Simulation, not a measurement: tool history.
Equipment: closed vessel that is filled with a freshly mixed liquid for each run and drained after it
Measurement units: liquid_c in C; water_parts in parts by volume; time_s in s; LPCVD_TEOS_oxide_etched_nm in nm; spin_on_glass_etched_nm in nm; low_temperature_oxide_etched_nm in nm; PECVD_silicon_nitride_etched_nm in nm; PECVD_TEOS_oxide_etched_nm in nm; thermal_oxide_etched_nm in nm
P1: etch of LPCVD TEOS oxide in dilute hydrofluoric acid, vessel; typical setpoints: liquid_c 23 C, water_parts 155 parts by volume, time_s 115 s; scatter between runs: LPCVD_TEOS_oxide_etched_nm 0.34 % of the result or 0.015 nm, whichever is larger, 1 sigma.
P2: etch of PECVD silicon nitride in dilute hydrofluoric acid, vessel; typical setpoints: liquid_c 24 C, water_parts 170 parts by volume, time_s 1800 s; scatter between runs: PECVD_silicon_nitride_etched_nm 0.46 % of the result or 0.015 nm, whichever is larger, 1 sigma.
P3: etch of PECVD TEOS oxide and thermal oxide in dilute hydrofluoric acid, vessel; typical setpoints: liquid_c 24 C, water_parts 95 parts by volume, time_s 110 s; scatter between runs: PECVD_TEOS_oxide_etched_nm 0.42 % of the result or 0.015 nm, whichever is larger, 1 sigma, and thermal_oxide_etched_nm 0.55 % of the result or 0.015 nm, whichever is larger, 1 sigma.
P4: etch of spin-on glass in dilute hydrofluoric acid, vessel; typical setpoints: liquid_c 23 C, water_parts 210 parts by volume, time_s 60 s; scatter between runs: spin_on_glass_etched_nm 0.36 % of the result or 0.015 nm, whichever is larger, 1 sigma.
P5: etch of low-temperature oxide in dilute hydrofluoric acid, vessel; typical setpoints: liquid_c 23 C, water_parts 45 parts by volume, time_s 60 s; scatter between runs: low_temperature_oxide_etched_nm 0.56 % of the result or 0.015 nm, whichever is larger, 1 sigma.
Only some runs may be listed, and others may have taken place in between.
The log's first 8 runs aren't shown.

run,day,process,liquid_c,water_parts,time_s,hours since the thermometer was replaced,hours since the hydrofluoric acid flow meter was replaced,LPCVD_TEOS_oxide_etched_nm,spin_on_glass_etched_nm,low_temperature_oxide_etched_nm,PECVD_silicon_nitride_etched_nm,PECVD_TEOS_oxide_etched_nm,thermal_oxide_etched_nm
9,3.338,P1,23,215,30,1192.8,1922,5.9232,,,,,
10,3.9,P1,23,155,115,1206.3,1935.5,33.609,,,,,
11,4.396,P1,23,155,115,1218.2,1947.4,33.278,,,,,
12,4.671,P1,19,85,115,1224.8,1954,56.03,,,,,
13,5.025,P3,24,95,110,1233.3,1962.5,,,,,15.476,5.5858
14,5.329,P3,24,95,110,1240.6,1969.8,,,,,15.365,5.596
15,5.683,P4,23,210,60,1249.1,1978.3,,12.461,,,,
16,5.942,P4,23,210,115,1255.3,1984.5,,23.928,,,,
17,6.288,P5,23,70,60,1263.6,1992.8,,,12.938,,,
18,6.633,P4,23,95,60,1271.9,2001.1,,31.445,,,,
19,6.912,P2,28,170,1800,1278.6,2007.8,,,,24.295,,
20,7.279,P1,18.5,155,30,1287.4,2016.6,7.2954,,,,,
21,7.842,P2,24,170,3535,1300.9,2030.1,,,,37.074,,
22,8.383,P1,19,155,115,1313.9,2043.1,28.498,,,,,
23,8.938,P1,23,155,115,1327.2,2056.4,33.371,,,,,
# day 9.45: thermometer replaced
24,9.504,P1,23,280,115,1.4,2070,16.308,,,,,
25,9.762,P1,23,155,205,7.6,2076.2,59.631,,,,,
26,10.175,P1,23,155,30,17.5,2086.1,8.6631,,,,,
27,10.462,P1,30.5,155,115,24.4,2093,43.994,,,,,
28,10.729,P3,24,150,110,30.8,2099.4,,,,,9.0927,3.3267
29,11.221,P5,23,45,30,42.6,2111.2,,,10.255,,,
30,11.779,P1,23,60,115,56,2124.6,96.708,,,,,
31,12.254,P2,24,250,1800,67.4,2136,,,,12.824,,
32,12.733,P4,23,210,60,78.9,2147.5,,12.456,,,,
33,13.133,P3,17,95,110,88.5,2157.1,,,,,11.616,4.1534

Run 34 comes next. What will it give?
34,13.538,P1,23,155,115,98.2,2166.8,?,,,,,

LPCVD_TEOS_oxide_etched_nm: 33.212 nm
